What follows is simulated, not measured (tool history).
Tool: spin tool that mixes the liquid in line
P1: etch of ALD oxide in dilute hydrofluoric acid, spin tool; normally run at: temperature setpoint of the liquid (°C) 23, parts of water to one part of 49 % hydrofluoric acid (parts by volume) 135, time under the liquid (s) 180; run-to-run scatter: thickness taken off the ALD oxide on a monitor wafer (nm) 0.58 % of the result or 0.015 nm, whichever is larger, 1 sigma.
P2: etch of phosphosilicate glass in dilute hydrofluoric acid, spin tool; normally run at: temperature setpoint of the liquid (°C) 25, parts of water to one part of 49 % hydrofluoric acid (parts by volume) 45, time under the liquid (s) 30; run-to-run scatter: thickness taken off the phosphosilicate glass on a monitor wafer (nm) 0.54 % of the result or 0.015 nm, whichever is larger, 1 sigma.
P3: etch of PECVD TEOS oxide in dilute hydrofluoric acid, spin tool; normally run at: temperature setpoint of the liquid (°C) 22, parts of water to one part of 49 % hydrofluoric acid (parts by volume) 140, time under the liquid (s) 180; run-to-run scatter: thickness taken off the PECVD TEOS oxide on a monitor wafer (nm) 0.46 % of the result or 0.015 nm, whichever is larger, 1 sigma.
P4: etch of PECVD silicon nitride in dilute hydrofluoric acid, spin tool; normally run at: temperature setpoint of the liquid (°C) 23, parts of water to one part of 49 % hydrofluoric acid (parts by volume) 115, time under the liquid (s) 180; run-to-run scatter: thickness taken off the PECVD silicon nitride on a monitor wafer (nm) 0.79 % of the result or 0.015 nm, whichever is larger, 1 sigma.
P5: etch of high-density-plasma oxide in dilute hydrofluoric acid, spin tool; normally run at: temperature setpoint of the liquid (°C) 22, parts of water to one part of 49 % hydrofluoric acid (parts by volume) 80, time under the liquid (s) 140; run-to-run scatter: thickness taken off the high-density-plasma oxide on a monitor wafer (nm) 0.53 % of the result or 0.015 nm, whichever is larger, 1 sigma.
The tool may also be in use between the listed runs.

run,day,process that ran,temperature setpoint of the liquid (°C),parts of water to one part of 49 % hydrofluoric acid (parts by volume),time under the liquid (s),hours since the thermometer was replaced,hours since the hydrofluoric acid flow meter was replaced,thickness taken off the ALD oxide on a monitor wafer (nm),thickness taken off the high-density-plasma oxide on a monitor wafer (nm),thickness taken off the phosphosilicate glass on a monitor wafer (nm),thickness taken off the PECVD silicon nitride on a monitor wafer (nm),thickness taken off the PECVD TEOS oxide on a monitor wafer (nm)
1,0.358,P1,23,135,180,937.5,298.4,22.947,,,,
2,0.842,P1,17,135,275,949.1,310,28.095,,,,
3,1.092,P5,22,80,140,955.1,316,,8.4295,,,
4,1.533,P1,23,135,95,965.7,326.6,12.296,,,,
5,2.038,P5,22,80,140,977.8,338.7,,8.4324,,,
6,2.538,P2,32,45,30,989.8,350.7,,,58.96,,
7,2.9,P4,23,115,85,998.5,359.4,,,,1.2428,
8,3.425,P1,23,135,180,1011.1,372,23.525,,,,
9,3.962,P1,23,250,180,1024,384.9,11.239,,,,
10,4.412,P5,17,80,140,1034.8,395.7,,6.797,,,
11,4.85,P1,27,135,180,1045.3,406.2,26.949,,,,
12,5.212,P2,25,45,30,1054,414.9,,,45.022,,
13,5.671,P1,17,135,180,1065,425.9,18.408,,,,
14,6.029,P2,25,70,30,1073.6,434.5,,,27.755,,
15,6.321,P2,25,45,15,1080.6,441.5,,,22.737,,
16,6.596,P1,23,75,180,1087.2,448.1,44.927,,,,
17,7.079,P1,23,135,285,1098.8,459.7,36.67,,,,
18,7.538,P3,22,140,310,1109.8,470.7,,,,,16.811
19,8.042,P2,25,45,30,1121.9,482.8,,,45.413,,
20,8.5,P5,22,80,250,1132.9,493.8,,14.971,,,
21,8.971,P3,29,140,180,1144.2,505.1,,,,,12.67
22,9.333,P4,28.5,115,180,1152.9,513.8,,,,3.7845,
23,9.783,P1,23,200,65,1163.7,524.6,5.293,,,,
24,10.083,P1,23,135,180,1170.9,531.8,23.366,,,,
25,10.596,P3,22,140,180,1183.2,544.1,,,,,9.7454
26,11.004,P4,23,115,180,1193,553.9,,,,2.6489,
27,11.304,P4,23,115,180,1200.2,561.1,,,,2.6205,
28,11.65,P1,23,135,180,1208.5,569.4,23.337,,,,
29,12.125,P1,23,195,95,1219.9,580.8,8.0226,,,,
30,12.429,P3,22,70,180,1227.2,588.1,,,,,21.099
# day 12.842: hydrofluoric acid flow meter replaced
31,12.925,P1,23,135,180,1239.1,2,23.082,,,,
32,13.271,P1,23,135,180,1247.4,10.3,23.249,,,,
33,13.688,P4,23,160,180,1257.4,20.3,,,,1.8955,
34,13.942,P5,22,145,140,1263.5,26.4,,4.3378,,,

Forecast run 35:
35,14.442,P1,23,135,180,1275.5,38.4,?,,,,

{"run 35": {"thickness taken off the ALD oxide on a monitor wafer (nm)": 23.281}}

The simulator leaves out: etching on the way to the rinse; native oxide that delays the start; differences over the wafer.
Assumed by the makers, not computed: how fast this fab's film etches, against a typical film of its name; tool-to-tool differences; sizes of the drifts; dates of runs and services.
